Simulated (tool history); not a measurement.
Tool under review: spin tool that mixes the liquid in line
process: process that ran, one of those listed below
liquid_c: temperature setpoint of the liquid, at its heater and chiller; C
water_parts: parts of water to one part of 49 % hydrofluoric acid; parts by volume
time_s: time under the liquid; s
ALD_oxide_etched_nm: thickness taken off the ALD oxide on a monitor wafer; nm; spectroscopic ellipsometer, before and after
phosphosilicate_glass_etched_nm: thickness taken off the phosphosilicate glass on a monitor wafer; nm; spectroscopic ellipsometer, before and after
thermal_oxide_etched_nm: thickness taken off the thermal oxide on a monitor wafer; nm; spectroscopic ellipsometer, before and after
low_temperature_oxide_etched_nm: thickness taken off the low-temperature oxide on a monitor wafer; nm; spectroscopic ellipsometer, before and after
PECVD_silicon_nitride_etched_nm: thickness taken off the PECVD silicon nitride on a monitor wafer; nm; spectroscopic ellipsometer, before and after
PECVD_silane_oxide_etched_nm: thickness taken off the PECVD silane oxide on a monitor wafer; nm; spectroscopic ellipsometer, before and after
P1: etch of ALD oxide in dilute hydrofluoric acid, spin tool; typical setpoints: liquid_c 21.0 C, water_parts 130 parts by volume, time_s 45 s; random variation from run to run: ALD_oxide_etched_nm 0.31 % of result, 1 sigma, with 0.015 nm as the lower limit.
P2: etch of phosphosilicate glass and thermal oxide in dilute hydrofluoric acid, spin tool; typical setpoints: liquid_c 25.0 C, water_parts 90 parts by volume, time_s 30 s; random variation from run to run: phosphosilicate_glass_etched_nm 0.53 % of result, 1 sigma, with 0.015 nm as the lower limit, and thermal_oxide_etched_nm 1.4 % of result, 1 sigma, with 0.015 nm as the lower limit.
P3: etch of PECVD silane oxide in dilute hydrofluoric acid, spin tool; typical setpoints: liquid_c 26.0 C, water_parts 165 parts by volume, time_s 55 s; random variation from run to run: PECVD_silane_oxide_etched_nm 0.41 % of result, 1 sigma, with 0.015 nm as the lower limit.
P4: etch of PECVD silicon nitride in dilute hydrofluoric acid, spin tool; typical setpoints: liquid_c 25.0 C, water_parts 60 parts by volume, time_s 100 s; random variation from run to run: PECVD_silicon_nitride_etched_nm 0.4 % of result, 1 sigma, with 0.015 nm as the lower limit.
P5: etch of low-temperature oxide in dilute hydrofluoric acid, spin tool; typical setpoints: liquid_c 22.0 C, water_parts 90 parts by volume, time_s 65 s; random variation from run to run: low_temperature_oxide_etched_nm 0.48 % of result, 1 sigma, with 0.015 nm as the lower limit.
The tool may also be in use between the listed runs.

run,hour,process,liquid_c,water_parts,time_s,hours since the thermometer was replaced,hours since the hydrofluoric acid flow meter was replaced,ALD_oxide_etched_nm,phosphosilicate_glass_etched_nm,thermal_oxide_etched_nm,low_temperature_oxide_etched_nm,PECVD_silicon_nitride_etched_nm,PECVD_silane_oxide_etched_nm
1,11.5,P1,21.0,130,45,392.7,940.2,6.8124,,,,,
2,26.7,P2,19.0,90,30,407.9,955.4,,53.392,1.3076,,,
3,45.1,P1,21.0,130,45,426.3,973.8,6.8331,,,,,
4,58.2,P5,22.0,90,65,439.4,986.9,,,,8.9749,,
5,74.8,P1,21.0,65,20,456.0,1003.5,6.5069,,,,,
6,90.4,P4,17.5,60,100,471.6,1019.1,,,,,5.8183,
7,101.7,P1,21.0,130,75,482.9,1030.4,11.3930,,,,,
8,112.7,P1,21.0,50,45,493.9,1041.4,19.5310,,,,,
9,122.8,P1,21.0,130,20,504.0,1051.5,3.0636,,,,,
10,141.4,P3,26.0,165,95,522.6,1070.1,,,,,,27.707
11,155.6,P5,22.0,90,65,536.8,1084.3,,,,8.8844,,
12,170.3,P1,17.0,65,45,551.5,1099.0,12.4350,,,,,
13,185.0,P1,17.0,130,45,566.2,1113.7,5.8095,,,,,
14,193.4,P4,25.0,20,100,574.6,1122.1,,,,,28.1650,
15,202.5,P3,21.5,165,55,583.7,1131.2,,,,,,13.527
16,211.3,P1,21.0,215,45,592.5,1140.0,3.7913,,,,,
17,222.4,P5,30.5,90,65,603.6,1151.1,,,,12.2980,,
18,239.9,P3,26.0,165,55,621.1,1168.6,,,,,,16.003
19,250.8,P2,25.0,90,45,632.0,1179.5,,102.310,2.4612,,,
20,268.9,P4,25.0,60,190,650.1,1197.6,,,,,18.5550,
21,287.5,P1,24.5,220,45,668.7,1216.2,4.1704,,,,,
22,298.0,P5,22.0,165,65,679.2,1226.7,,,,4.4375,,
23,306.7,P2,25.0,45,30,687.9,1235.4,,143.640,3.6109,,,
24,325.3,P1,21.0,130,45,706.5,1254.0,6.7763,,,,,
25,340.5,P1,21.0,130,45,721.7,1269.2,6.8424,,,,,
26,349.1,P1,29.0,130,45,730.3,1277.8,9.2790,,,,,
27,364.7,P2,25.0,90,30,745.9,1293.4,,69.013,1.6576,,,
28,374.0,P3,26.0,165,55,755.2,1302.7,,,,,,16.012
29,391.0,P4,25.0,60,100,772.2,1319.7,,,,,9.8028,
30,402.3,P5,22.0,90,15,783.5,1331.0,,,,2.0416,,
31,413.4,P4,25.0,60,100,794.6,1342.1,,,,,9.7862,
32,427.3,P3,26.0,265,55,808.5,1356.0,,,,,,8.867
33,436.5,P1,21.0,130,45,817.7,1365.2,6.8879,,,,,
34,452.1,P1,21.0,130,45,833.3,1380.8,6.6436,,,,,
35,470.5,P1,21.0,130,45,851.7,1399.2,6.4157,,,,,
36,483.1,P1,21.0,130,45,864.3,1411.8,6.4197,,,,,
37,496.6,P1,21.0,130,45,877.8,1425.3,6.3994,,,,,
38,506.6,P1,21.0,130,45,887.8,1435.3,6.3741,,,,,
39,522.1,P1,21.0,130,45,903.3,1450.8,6.3337,,,,,
40,535.8,P1,21.0,130,45,917.0,1464.5,6.3100,,,,,
41,546.9,P1,21.0,130,45,928.1,1475.6,6.3356,,,,,

What P1 gives has crept away from where it was. These 2 causes fit the log equally well, each at the size given:
A: liquid colder than its thermometer reads (K) = 1.91
B: hydrofluoric acid flow below the setpoint (%) = 6.46
The drift started at roughly hour 436.5.

Below are 4 check runs, each on a single wafer, with their results shown as question marks. Which of them would tell the listed causes apart, meaning the causes would give clearly different results under it?
check 1,558.0,P4,25.0,60,100,,,,,,,?,
check 2,558.0,P5,22.0,90,65,,,,,,?,,
check 3,558.0,P2,25.0,90,30,,,,?,?,,,
check 4,558.0,P3,26.0,165,55,,,,,,,,?

How each check would come out, cause by cause:
check,result,if A,if B
check 1,PECVD_silicon_nitride_etched_nm,8.6093,9.1644
check 2,low_temperature_oxide_etched_nm,8.2419,8.2754
check 3,phosphosilicate_glass_etched_nm,63.252,63.345
check 3,thermal_oxide_etched_nm,1.5511,1.5534
check 4,PECVD_silane_oxide_etched_nm,14.876,14.749
Distance between the nearest two causes, measured in the result of the check that separates them most: check 1 6.25 %; check 2 0.41 %; check 3 0.15 %; check 4 0.86 %
The causes can be told apart only by check 1. The other checks would give nearly the same results under each of them.

Check 1 was then run and gave: PECVD_silicon_nitride_etched_nm 9.1129 nm. Which cause is it?

It is B: hydrofluoric acid flow below the setpoint (%).

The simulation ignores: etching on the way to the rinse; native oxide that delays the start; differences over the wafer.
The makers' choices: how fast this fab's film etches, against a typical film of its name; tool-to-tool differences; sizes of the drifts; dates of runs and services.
